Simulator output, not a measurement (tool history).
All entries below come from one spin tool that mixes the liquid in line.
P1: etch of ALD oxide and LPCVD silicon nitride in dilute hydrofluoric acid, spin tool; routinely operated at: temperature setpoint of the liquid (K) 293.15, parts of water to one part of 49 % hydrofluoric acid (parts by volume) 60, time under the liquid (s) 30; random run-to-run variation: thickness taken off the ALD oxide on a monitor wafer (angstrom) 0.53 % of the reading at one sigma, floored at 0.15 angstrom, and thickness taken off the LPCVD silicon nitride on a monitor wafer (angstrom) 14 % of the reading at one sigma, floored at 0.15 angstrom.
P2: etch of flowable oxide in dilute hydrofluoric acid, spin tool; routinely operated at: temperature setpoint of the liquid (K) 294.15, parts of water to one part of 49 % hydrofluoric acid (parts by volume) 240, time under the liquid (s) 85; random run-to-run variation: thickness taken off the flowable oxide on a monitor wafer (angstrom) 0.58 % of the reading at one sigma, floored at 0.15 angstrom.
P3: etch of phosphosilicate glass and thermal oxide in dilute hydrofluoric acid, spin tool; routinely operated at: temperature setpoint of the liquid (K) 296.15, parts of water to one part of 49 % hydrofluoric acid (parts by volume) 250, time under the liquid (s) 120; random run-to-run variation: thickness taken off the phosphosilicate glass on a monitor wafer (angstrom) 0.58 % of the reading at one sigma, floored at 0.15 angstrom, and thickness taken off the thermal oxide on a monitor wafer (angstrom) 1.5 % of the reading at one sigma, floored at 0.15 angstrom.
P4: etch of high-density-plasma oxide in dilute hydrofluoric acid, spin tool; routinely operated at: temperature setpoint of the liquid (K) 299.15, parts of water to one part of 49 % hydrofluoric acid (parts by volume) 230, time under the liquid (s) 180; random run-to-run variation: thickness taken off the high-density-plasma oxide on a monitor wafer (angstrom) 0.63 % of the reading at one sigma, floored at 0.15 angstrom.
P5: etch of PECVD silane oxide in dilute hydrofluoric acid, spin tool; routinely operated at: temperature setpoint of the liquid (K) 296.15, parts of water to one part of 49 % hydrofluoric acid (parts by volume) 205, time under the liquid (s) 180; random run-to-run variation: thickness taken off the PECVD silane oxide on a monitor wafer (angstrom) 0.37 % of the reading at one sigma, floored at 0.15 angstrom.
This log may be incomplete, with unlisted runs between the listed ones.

run   hour  process that ran  temperature setpoint of the liquid (K)  parts of water to one part of 49 % hydrofluoric acid (parts by volume)  time under the liquid (s)  hours since the thermometer was replaced  hours since the hydrofluoric acid flow meter was replaced  thickness taken off the ALD oxide on a monitor wafer (angstrom)  thickness taken off the LPCVD silicon nitride on a monitor wafer (angstrom)  thickness taken off the PECVD silane oxide on a monitor wafer (angstrom)  thickness taken off the phosphosilicate glass on a monitor wafer (angstrom)  thickness taken off the thermal oxide on a monitor wafer (angstrom)  thickness taken off the flowable oxide on a monitor wafer (angstrom)  thickness taken off the high-density-plasma oxide on a monitor wafer (angstrom)
  1    6.2                P1                                  293.15                                                                      60                         30                                    1157.9                                                       84.1                                                           116.24                                                                       2.1471
  2   18.3                P1                                  300.15                                                                      60                         50                                      1170                                                       96.2                                                           258.54                                                                        6.701
  3     28                P5                                  290.65                                                                     205                        180                                    1179.7                                                      105.9                                                                                                                                                                                                                  182.58
  4   34.9                P3                                  299.65                                                                     250                        120                                    1186.6                                                      112.8                                                                                                                                                                                                                                                                                               364.66                                                               20.649
  5   45.9                P1                                  293.15                                                                      60                         30                                    1197.6                                                      123.8                                                           116.49                                                                       1.8202
  6   54.9                P1                                  293.15                                                                      60                         30                                    1206.6                                                      132.8                                                           116.28                                                                         2.09
  7   62.8                P5                                  296.15                                                                     205                         15                                    1214.5                                                      140.7                                                                                                                                                                                                                  18.505
  8   70.8                P1                                  293.15                                                                      60                         30                                    1222.5                                                      148.7                                                           117.52                                                                       1.9247
  9   83.1                P2                                  294.15                                                                      55                         85                                    1234.8                                                        161                                                                                                                                                                                                                                                                                                                                                                                                                                          502.28
 10   90.5                P1                                  293.15                                                                      20                         30                                    1242.2                                                      168.4                                                           365.38                                                                       5.9681
 11  101.9                P2                                  294.15                                                                     240                         85                                    1253.6                                                      179.8                                                                                                                                                                                                                                                                                                                                                                                                                                          95.119
 12  110.6                P4                                  305.65                                                                     230                        180                                    1262.3                                                      188.5                                                                                                                                                                                                                                                                                                                                                                                                                                                                                                                           46.124
 13  120.7                P3                                  296.15                                                                     250                        120                                    1272.4                                                      198.6                                                                                                                                                                                                                                                                                               320.94                                                               18.188
 14  129.8                P3                                  296.15                                                                     250                        230                                    1281.5                                                      207.7                                                                                                                                                                                                                                                                                               618.31                                                               34.054
 15  143.6                P4                                  299.15                                                                     230                        325                                    1295.3                                                      221.5                                                                                                                                                                                                                                                                                                                                                                                                                                                                                                                           66.261
 16  155.1                P4                                  299.15                                                                     230                        180                                    1306.8                                                        233                                                                                                                                                                                                                                                                                                                                                                                                                                                                                                                           37.171
 17  163.3                P1                                  290.15                                                                      60                         30                                      1315                                                      241.2                                                           102.64                                                                       1.9274
 18  171.5                P5                                  296.15                                                                     205                        180                                    1323.2                                                      249.4                                                                                                                                                                                                                  223.97
 19  179.8                P1                                  296.65                                                                      60                         30                                    1331.5                                                      257.7                                                           135.17                                                                       2.6644
 20  189.8                P3                                  296.15                                                                     250                        120                                    1341.5                                                      267.7                                                                                                                                                                                                                                                                                               322.92                                                               17.732
 21  196.8                P4                                  299.15                                                                      95                        180                                    1348.5                                                      274.7                                                                                                                                                                                                                                                                                                                                                                                                                                                                                                                           105.24
 22  206.2                P1                                  293.15                                                                      60                         15                                    1357.9                                                      284.1                                                           57.951                                                                      0.95805
 23  215.6                P2                                  294.15                                                                     240                         15                                    1367.3                                                      293.5                                                                                                                                                                                                                                                                                                                                                                                                                                           16.68
 24  221.9                P1                                  293.15                                                                      60                         30                                    1373.6                                                      299.8                                                           117.28                                                                       1.7012
 25  230.8                P1                                  293.15                                                                      90                         30                                    1382.5                                                      308.7                                                           75.048                                                                       1.2302
 26  244.9                P1                                  293.15                                                                      60                         30                                    1396.6                                                      322.8                                                           115.26                                                                       2.3365
 27  255.9                P5                                  296.15                                                                      65                        180                                    1407.6                                                      333.8                                                                                                                                                                                                                  830.55
 28  268.7                P2                                  298.65                                                                     240                         85                                    1420.4                                                      346.6                                                                                                                                                                                                                                                                                                                                                                                                                                           111.3
 29    279                P4                                  299.15                                                                     230                        180                                    1430.7                                                      356.9                                                                                                                                                                                                                                                                                                                                                                                                                                                                                                                           36.344
 30  292.4                P3                                  296.15                                                                      60                        120                                    1444.1                                                      370.3                                                                                                                                                                                                                                                                                                 1665                                                               95.524
 31  303.1                P1                                  300.65                                                                      60                         15                                    1454.8                                                        381                                                           78.983                                                                       1.6664
 32  315.2                P1                                  293.15                                                                      60                         45                                    1466.9                                                      393.1                                                           174.55                                                                       3.1372
 33  327.5                P1                                  293.15                                                                      40                         15                                    1479.2                                                      405.4                                                           88.776                                                                       1.6494
 34  337.7                P1                                  293.15                                                                      60                         30                                    1489.4                                                      415.6                                                           117.03                                                                       2.5339
 35  348.4                P1                                  293.15                                                                      60                         30                                    1500.1                                                      426.3                                                            112.5                                                                       1.8036
 36  356.8                P1                                  293.15                                                                      60                         30                                    1508.5                                                      434.7                                                           110.77                                                                       1.9246
 37  365.8                P1                                  293.15                                                                      60                         30                                    1517.5                                                      443.7                                                           109.22                                                                       2.2016
 38  372.7                P1                                  293.15                                                                      60                         30                                    1524.4                                                      450.6                                                           108.96                                                                       2.1513
 39  384.9                P1                                  293.15                                                                      60                         30                                    1536.6                                                      462.8                                                           107.84                                                                       2.0802
 40  392.7                P1                                  293.15                                                                      60                         30                                    1544.4                                                      470.6                                                           106.68                                                                       1.3594
 41  405.3                P1                                  293.15                                                                      60                         30                                      1557                                                      483.2                                                           107.66                                                                       1.9831
 42  415.3                P1                                  293.15                                                                      60                         30                                      1567                                                      493.2                                                           106.78                                                                       1.9368

The output of P1 has drifted from where it used to be. Each of the 2 causes below, taken at the size shown beside it, accounts for the log equally well:
A: liquid colder than its thermometer reads (K) = 1.98
B: hydrofluoric acid flow below the setpoint (%) = 7.51
Creep in the process output first set in at about hour 337.7.

4 check runs are offered, each on 2 wafers whose results are averaged, their results left as question marks. Which one tells the causes apart?
check 1  425.3                P5                                  296.15                                                                      90                        180                                                                                                                                                                                                                                                                                                                            ?
check 2  425.3                P2                                  294.15                                                                     110                         85                                                                                                                                                                                                                                                                                                                                                                                                                                                                                                                                                    ?
check 3  425.3                P3                                  296.15                                                                      65                        120                                                                                                                                                                                                                                                                                                                                                                                                         ?                                                                    ?
check 4  425.3                P4                                  305.65                                                                     230                        290                                                                                                                                                                                                                                                                                                                                                                                                                                                                                                                                                                                                                                     ?

Check results expected under each cause:
  check                                                                           result    if A    if B
check 1         thickness taken off the PECVD silane oxide on a monitor wafer (angstrom)  535.98   532.5
check 2             thickness taken off the flowable oxide on a monitor wafer (angstrom)   217.5  215.93
check 3      thickness taken off the phosphosilicate glass on a monitor wafer (angstrom)  1409.4  1405.3
check 3              thickness taken off the thermal oxide on a monitor wafer (angstrom)   79.24  79.011
check 4  thickness taken off the high-density-plasma oxide on a monitor wafer (angstrom)  69.492  67.076
Smallest distance between any two causes, each pair judged by its most separating result, in per cent: check 1 0.65 %; check 2 0.73 %; check 3 0.29 %; check 4 3.54 %
Check 4 is the one run that separates the causes; every other check would come out nearly the same whichever cause is at work.

After running check 4, the following was obtained: thickness taken off the high-density-plasma oxide on a monitor wafer (angstrom) 66.826. Which cause does this point to?

The correct cause is B, namely: hydrofluoric acid flow below the setpoint (%).

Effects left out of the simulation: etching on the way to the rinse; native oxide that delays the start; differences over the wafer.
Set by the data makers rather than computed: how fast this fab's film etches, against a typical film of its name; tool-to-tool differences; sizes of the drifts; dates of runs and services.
